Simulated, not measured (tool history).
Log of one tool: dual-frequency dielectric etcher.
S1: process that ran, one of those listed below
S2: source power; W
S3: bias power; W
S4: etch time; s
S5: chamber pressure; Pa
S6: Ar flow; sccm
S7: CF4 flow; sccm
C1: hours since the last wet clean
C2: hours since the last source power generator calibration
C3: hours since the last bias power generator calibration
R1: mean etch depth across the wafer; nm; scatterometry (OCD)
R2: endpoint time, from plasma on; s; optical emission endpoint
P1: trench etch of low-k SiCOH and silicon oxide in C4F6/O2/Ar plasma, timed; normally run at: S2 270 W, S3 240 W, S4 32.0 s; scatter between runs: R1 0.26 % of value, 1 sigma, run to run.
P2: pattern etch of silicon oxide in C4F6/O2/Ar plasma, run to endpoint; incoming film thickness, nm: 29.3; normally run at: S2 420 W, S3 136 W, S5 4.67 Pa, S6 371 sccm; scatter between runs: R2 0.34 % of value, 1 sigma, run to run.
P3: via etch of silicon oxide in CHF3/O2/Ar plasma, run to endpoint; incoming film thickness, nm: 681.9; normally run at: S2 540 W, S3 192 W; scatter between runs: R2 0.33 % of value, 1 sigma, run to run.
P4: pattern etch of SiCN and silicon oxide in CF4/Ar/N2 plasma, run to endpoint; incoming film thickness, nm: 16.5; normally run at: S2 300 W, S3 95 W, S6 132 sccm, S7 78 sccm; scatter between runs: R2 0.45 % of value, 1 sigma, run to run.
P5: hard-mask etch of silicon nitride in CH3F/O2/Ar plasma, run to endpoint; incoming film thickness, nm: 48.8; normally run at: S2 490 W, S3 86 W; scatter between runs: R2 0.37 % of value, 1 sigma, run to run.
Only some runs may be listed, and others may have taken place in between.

| run | hour | S1 | S2 | S3 | S4 | S5 | S6 | S7 | C1 | C2 | C3 | R1 | R2 |
|---|---|---|---|---|---|---|---|---|---|---|---|---|---|
| 1 | 14.1 | P1 | 270 | 240 | 32.0 |  |  |  | 388.6 | 1802.9 | 959.7 | 97.257 |  |
| 2 | 29.9 | P5 | 490 | 86 |  |  |  |  | 404.4 | 1818.7 | 975.5 |  | 61.656 |
| 3 | 44.3 | P2 | 300 | 136 |  | 4.67 | 371 |  | 418.8 | 1833.1 | 989.9 |  | 11.936 |
| 4 | 53.3 | P1 | 270 | 315 | 32.0 |  |  |  | 427.8 | 1842.1 | 998.9 | 106.650 |  |
| 5 | 68.6 | P1 | 270 | 240 | 32.0 |  |  |  | 443.1 | 1857.4 | 1014.2 | 96.775 |  |
| 6 | 83.8 | P1 | 220 | 324 | 32.0 |  |  |  | 458.3 | 1872.6 | 1029.4 | 100.010 |  |
| 7 | 93.4 | P3 | 340 | 192 |  |  |  |  | 467.9 | 1882.2 | 1039.0 |  | 429.370 |
| 8 | 103.8 | P5 | 490 | 116 |  |  |  |  | 478.3 | 1892.6 | 1049.4 |  | 55.897 |
| 9 | 119.5 | P5 | 620 | 86 |  |  |  |  | 494.0 | 1908.3 | 1065.1 |  | 56.835 |
| 10 | 135.8 | P2 | 420 | 136 |  | 4.67 | 371 |  | 510.3 | 1924.6 | 1081.4 |  | 10.484 |
| 11 | 144.0 | P2 | 420 | 136 |  | 4.67 | 500 |  | 518.5 | 1932.8 | 1089.6 |  | 10.814 |
| 12 | 157.4 | P1 | 170 | 240 | 32.0 |  |  |  | 531.9 | 1946.2 | 1103.0 | 81.446 |  |
| 13 | 173.2 | P3 | 540 | 192 |  |  |  |  | 547.7 | 1962.0 | 1118.8 |  | 362.020 |
|  | 188.2 | source power generator calibrated |
| 14 | 190.3 | P2 | 420 | 97 |  | 4.67 | 371 |  | 564.8 | 2.2 | 1135.9 |  | 11.461 |
| 15 | 198.8 | P4 | 300 | 95 |  |  | 132 | 78 | 573.3 | 10.7 | 1144.4 |  | 25.873 |
| 16 | 210.1 | P1 | 270 | 240 | 32.0 |  |  |  | 584.6 | 22.0 | 1155.7 | 96.539 |  |
| 17 | 220.6 | P1 | 270 | 240 | 17.5 |  |  |  | 595.1 | 32.5 | 1166.2 | 53.033 |  |
| 18 | 229.9 | P4 | 300 | 95 |  |  | 96 | 78 | 604.4 | 41.8 | 1175.5 |  | 24.949 |
| 19 | 240.4 | P4 | 300 | 95 |  |  | 132 | 63 | 614.9 | 52.3 | 1186.0 |  | 26.844 |
| 20 | 248.6 | P3 | 540 | 192 |  |  |  |  | 623.1 | 60.5 | 1194.2 |  | 361.990 |
| 21 | 263.1 | P1 | 270 | 292 | 21.5 |  |  |  | 637.6 | 75.0 | 1208.7 | 69.802 |  |
| 22 | 271.4 | P1 | 270 | 158 | 32.0 |  |  |  | 645.9 | 83.3 | 1217.0 | 84.635 |  |
| 23 | 282.3 | P1 | 270 | 240 | 32.0 |  |  |  | 656.8 | 94.2 | 1227.9 | 96.801 |  |
| 24 | 298.7 | P2 | 420 | 136 |  | 3.67 | 371 |  | 673.2 | 110.6 | 1244.3 |  | 10.168 |
| 25 | 312.3 | P4 | 300 | 66 |  |  | 132 | 78 | 686.8 | 124.2 | 1257.9 |  | 29.568 |
| 26 | 324.3 | P2 | 420 | 136 |  | 4.67 | 371 |  | 698.8 | 136.2 | 1269.9 |  | 10.488 |
| 27 | 339.4 | P1 | 380 | 240 | 32.0 |  |  |  | 713.9 | 151.3 | 1285.0 | 110.460 |  |
| 28 | 352.3 | P4 | 430 | 95 |  |  | 132 | 78 | 726.8 | 164.2 | 1297.9 |  | 18.942 |
| 29 | 359.8 | P1 | 270 | 240 | 32.0 |  |  |  | 734.3 | 171.7 | 1305.4 | 97.024 |  |
| 30 | 371.5 | P1 | 270 | 313 | 44.5 |  |  |  | 746.0 | 183.4 | 1317.1 | 148.770 |  |
| 31 | 380.3 | P1 | 270 | 240 | 40.0 |  |  |  | 754.8 | 192.2 | 1325.9 | 121.330 |  |
| 32 | 395.6 | P3 | 540 | 267 |  |  |  |  | 770.1 | 207.5 | 1341.2 |  | 320.060 |
| 33 | 406.5 | P1 | 270 | 240 | 32.0 |  |  |  | 781.0 | 218.4 | 1352.1 | 97.104 |  |
| 34 | 415.1 | P1 | 270 | 240 | 32.0 |  |  |  | 789.6 | 227.0 | 1360.7 | 97.336 |  |
| 35 | 428.4 | P1 | 270 | 240 | 32.0 |  |  |  | 802.9 | 240.3 | 1374.0 | 98.232 |  |
| 36 | 445.3 | P1 | 270 | 240 | 32.0 |  |  |  | 819.8 | 257.2 | 1390.9 | 98.308 |  |
| 37 | 455.2 | P1 | 270 | 240 | 32.0 |  |  |  | 829.7 | 267.1 | 1400.8 | 98.429 |  |
| 38 | 463.4 | P1 | 270 | 240 | 32.0 |  |  |  | 837.9 | 275.3 | 1409.0 | 98.738 |  |
| 39 | 476.8 | P1 | 270 | 240 | 32.0 |  |  |  | 851.3 | 288.7 | 1422.4 | 98.373 |  |
|  | 483.8 | wet clean of the chamber |
| 40 | 491.6 | P1 | 270 | 240 | 32.0 |  |  |  | 7.8 | 303.5 | 1437.2 | 98.587 |  |
| 41 | 508.9 | P1 | 270 | 240 | 32.0 |  |  |  | 25.1 | 320.8 | 1454.5 | 98.453 |  |
| 42 | 521.8 | P1 | 270 | 240 | 32.0 |  |  |  | 38.0 | 333.7 | 1467.4 | 98.683 |  |
| 43 | 532.6 | P1 | 270 | 240 | 32.0 |  |  |  | 48.8 | 344.5 | 1478.2 | 98.796 |  |

Compared with where it was, what P1 gives has crept away. Each cause listed below fits the log as well as the rest, at the size given for it:
A: bias power that arrives over what is set, % = 4.68
B: source power that arrives over what is set, % = 4.24
The process output started creeping at around hour 406.5.
Why every other cause is out:
chamber walls in a state that raises the etch rate, %: was serviced at hour 483.8, once the creep was under way, yet the earlier output never came back

Of the 4 check runs below, each run on 3 wafers with the results averaged and each result still a question mark, which one would tell the listed causes apart?
| check 1 | 543.4 | P3 | 370 | 249 |  |  |  |  |  |  |  |  | ? |
| check 2 | 543.4 | P2 | 360 | 136 |  | 4.67 | 371 |  |  |  |  |  | ? |
| check 3 | 543.4 | P4 | 380 | 68 |  |  | 132 | 78 |  |  |  |  | ? |
| check 4 | 543.4 | P5 | 610 | 86 |  |  |  |  |  |  |  |  | ? |

How each check would come out, cause by cause:
| check | result | if A | if B |
|---|---|---|---|
| check 1 | R2 | 372.950 | 373.470 |
| check 2 | R2 | 10.967 | 10.938 |
| check 3 | R2 | 23.473 | 22.994 |
| check 4 | R2 | 56.180 | 56.188 |
Distance between the nearest two causes, measured in the result of the check that separates them most: check 1 0.14 %; check 2 0.27 %; check 3 2.06 %; check 4 0.01 %
Check 3 is the one run that separates the causes; every other check would come out nearly the same whichever cause is at work.

After running check 3, the following was obtained: R2 22.980 s. Which cause does this point to?

It is B: source power that arrives over what is set, %.
